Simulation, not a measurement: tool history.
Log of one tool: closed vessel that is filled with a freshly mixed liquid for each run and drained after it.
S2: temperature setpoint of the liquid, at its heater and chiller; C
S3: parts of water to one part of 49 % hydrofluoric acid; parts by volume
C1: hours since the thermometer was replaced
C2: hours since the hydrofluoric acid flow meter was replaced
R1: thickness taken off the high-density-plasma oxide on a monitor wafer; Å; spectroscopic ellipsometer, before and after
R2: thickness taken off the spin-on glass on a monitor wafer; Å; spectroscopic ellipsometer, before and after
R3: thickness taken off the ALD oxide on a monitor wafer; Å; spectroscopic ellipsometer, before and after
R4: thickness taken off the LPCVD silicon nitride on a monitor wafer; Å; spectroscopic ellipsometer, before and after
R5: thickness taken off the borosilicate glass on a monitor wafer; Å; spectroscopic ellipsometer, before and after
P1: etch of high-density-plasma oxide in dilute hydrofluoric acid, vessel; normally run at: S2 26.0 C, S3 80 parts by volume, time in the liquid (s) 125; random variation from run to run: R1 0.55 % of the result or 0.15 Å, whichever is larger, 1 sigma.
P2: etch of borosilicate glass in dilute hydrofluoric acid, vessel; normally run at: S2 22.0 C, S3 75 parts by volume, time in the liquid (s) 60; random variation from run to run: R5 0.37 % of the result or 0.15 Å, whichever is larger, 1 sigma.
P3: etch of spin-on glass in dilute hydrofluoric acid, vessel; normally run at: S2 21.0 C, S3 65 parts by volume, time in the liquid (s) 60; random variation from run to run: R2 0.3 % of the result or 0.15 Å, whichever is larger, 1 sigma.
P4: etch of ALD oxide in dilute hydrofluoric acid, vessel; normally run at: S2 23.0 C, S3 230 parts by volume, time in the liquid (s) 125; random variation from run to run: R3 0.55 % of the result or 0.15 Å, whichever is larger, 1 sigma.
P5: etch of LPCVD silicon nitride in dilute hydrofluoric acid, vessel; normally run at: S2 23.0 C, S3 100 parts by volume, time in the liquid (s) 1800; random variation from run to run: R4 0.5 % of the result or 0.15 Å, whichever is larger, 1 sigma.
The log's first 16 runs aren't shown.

Run 17, day 2.075: process that ran P5, S2 23.0 C, S3 100 parts by volume, time in the liquid (s) 660; C1 649.9; C2 861.1. Result: R4 31.444 Å.
Run 18, day 2.238: process that ran P1, S2 26.0 C, S3 135 parts by volume, time in the liquid (s) 60; C1 653.8; C2 865.0. Result: R1 23.700 Å.
Run 19, day 2.342: process that ran P2, S2 17.0 C, S3 75 parts by volume, time in the liquid (s) 60; C1 656.3; C2 867.5. Result: R5 147.030 Å.
Run 20, day 2.450: process that ran P1, S2 26.0 C, S3 120 parts by volume, time in the liquid (s) 125; C1 658.9; C2 870.1. Result: R1 57.811 Å.
Run 21, day 2.612: process that ran P1, S2 30.5 C, S3 80 parts by volume, time in the liquid (s) 125; C1 662.8; C2 874.0. Result: R1 109.510 Å.
Run 22, day 2.767: process that ran P2, S2 22.0 C, S3 75 parts by volume, time in the liquid (s) 30; C1 666.5; C2 877.7. Result: R5 91.161 Å.
Run 23, day 2.929: process that ran P1, S2 26.0 C, S3 80 parts by volume, time in the liquid (s) 125; C1 670.4; C2 881.6. Result: R1 90.550 Å.
Run 24, day 3.104: process that ran P1, S2 26.0 C, S3 80 parts by volume, time in the liquid (s) 125; C1 674.6; C2 885.8. Result: R1 89.975 Å.
Run 25, day 3.225: process that ran P1, S2 26.0 C, S3 25 parts by volume, time in the liquid (s) 45; C1 677.5; C2 888.7. Result: R1 114.200 Å.
Run 26, day 3.338: process that ran P3, S2 21.0 C, S3 105 parts by volume, time in the liquid (s) 60; C1 680.2; C2 891.4. Result: R2 322.93 Å.
Run 27, day 3.417: process that ran P1, S2 26.0 C, S3 40 parts by volume, time in the liquid (s) 125; C1 682.1; C2 893.3. Result: R1 193.290 Å.
Run 28, day 3.538: process that ran P4, S2 17.5 C, S3 230 parts by volume, time in the liquid (s) 125; C1 685.0; C2 896.2. Result: R3 55.579 Å.
Run 29, day 3.625: process that ran P5, S2 23.0 C, S3 60 parts by volume, time in the liquid (s) 1800; C1 687.1; C2 898.3. Result: R4 142.390 Å.
Run 30, day 3.750: process that ran P4, S2 23.0 C, S3 230 parts by volume, time in the liquid (s) 180; C1 690.1; C2 901.3. Result: R3 97.564 Å.
Run 31, day 3.896: process that ran P2, S2 22.0 C, S3 75 parts by volume, time in the liquid (s) 60; C1 693.6; C2 904.8. Result: R5 182.060 Å.
Run 32, day 4.012: process that ran P1, S2 26.0 C, S3 80 parts by volume, time in the liquid (s) 125; C1 696.4; C2 907.6. Result: R1 91.409 Å.
Run 33, day 4.192: process that ran P1, S2 26.0 C, S3 80 parts by volume, time in the liquid (s) 125; C1 700.7; C2 911.9. Result: R1 93.178 Å.
Run 34, day 4.346: process that ran P1, S2 26.0 C, S3 80 parts by volume, time in the liquid (s) 125; C1 704.4; C2 915.6. Result: R1 94.688 Å.
Run 35, day 4.483: process that ran P1, S2 26.0 C, S3 80 parts by volume, time in the liquid (s) 125; C1 707.7; C2 918.9. Result: R1 94.968 Å.
Run 36, day 4.612: process that ran P1, S2 26.0 C, S3 80 parts by volume, time in the liquid (s) 125; C1 710.8; C2 922.0. Result: R1 95.516 Å.
Run 37, day 4.788: process that ran P1, S2 26.0 C, S3 80 parts by volume, time in the liquid (s) 125; C1 715.0; C2 926.2. Result: R1 96.134 Å.
Run 38, day 4.875: process that ran P1, S2 26.0 C, S3 80 parts by volume, time in the liquid (s) 125; C1 717.1; C2 928.3. Result: R1 96.107 Å.
Run 39, day 5.050: process that ran P1, S2 26.0 C, S3 80 parts by volume, time in the liquid (s) 125; C1 721.3; C2 932.5. Result: R1 97.053 Å.

The next listed run, before its measurement:
Run 40, day 5.196: process that ran P1, S2 26.0 C, S3 80 parts by volume, time in the liquid (s) 125; C1 724.8; C2 936.0. Result: R1 ?.

Run 40 gave R1 96.417 Å.

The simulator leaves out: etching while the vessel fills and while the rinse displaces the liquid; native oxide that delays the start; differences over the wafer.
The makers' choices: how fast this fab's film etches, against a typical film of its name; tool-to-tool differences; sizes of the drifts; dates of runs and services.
